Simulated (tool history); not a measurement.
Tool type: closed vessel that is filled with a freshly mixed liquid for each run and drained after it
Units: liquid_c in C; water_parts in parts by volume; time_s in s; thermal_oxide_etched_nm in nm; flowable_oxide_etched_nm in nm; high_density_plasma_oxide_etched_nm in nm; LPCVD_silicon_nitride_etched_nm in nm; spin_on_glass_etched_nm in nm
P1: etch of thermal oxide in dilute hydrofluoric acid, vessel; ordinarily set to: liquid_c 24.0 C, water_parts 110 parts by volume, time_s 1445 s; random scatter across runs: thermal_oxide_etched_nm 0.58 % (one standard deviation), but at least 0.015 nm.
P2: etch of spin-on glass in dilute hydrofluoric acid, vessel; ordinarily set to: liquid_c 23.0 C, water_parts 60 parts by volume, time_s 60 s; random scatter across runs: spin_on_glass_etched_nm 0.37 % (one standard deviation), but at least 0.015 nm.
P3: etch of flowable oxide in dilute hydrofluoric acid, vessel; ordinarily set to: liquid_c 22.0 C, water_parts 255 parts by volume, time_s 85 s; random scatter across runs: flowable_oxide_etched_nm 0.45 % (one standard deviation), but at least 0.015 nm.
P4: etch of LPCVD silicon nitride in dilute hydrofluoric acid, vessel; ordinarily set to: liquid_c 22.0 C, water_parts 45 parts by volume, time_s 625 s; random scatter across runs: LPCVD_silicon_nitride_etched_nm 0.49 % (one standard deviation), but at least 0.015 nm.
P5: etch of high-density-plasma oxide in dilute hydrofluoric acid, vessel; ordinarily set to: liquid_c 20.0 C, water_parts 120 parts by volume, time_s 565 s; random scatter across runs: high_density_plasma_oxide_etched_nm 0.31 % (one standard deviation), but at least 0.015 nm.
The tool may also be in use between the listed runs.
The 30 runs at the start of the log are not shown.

run	hour	process	liquid_c	water_parts	time_s	hours since the thermometer was replaced	hours since the hydrofluoric acid flow meter was replaced	thermal_oxide_etched_nm	flowable_oxide_etched_nm	high_density_plasma_oxide_etched_nm	LPCVD_silicon_nitride_etched_nm	spin_on_glass_etched_nm
31	328.1	P2	23.0	110	60	1328.2	275.3					34.966
32	342.3	P4	22.0	45	1205	1342.4	289.5				11.3410	
33	350.3	P1	24.0	110	1445	1350.4	297.5	59.5730				
34	357.6	P1	24.0	110	1445	1357.7	304.8	58.2020				
35	364.9	P1	24.0	110	1445	1365.0	312.1	57.3110				
36	372.7	P1	24.0	110	1445	1372.8	319.9	57.3570				
37	381.8	P1	24.0	110	1445	1381.9	329.0	55.9370				
38	391.2	P1	24.0	110	1445	1391.3	338.4	55.8540				
39	406.3	P1	24.0	110	1445	1406.4	353.5	55.0860				

Estimate the outcome of run 40 from the log above:
40	422.1	P1	24.0	110	1445	1422.2	369.3	?				

{"run 40": {"thermal_oxide_etched_nm": 55.617}}
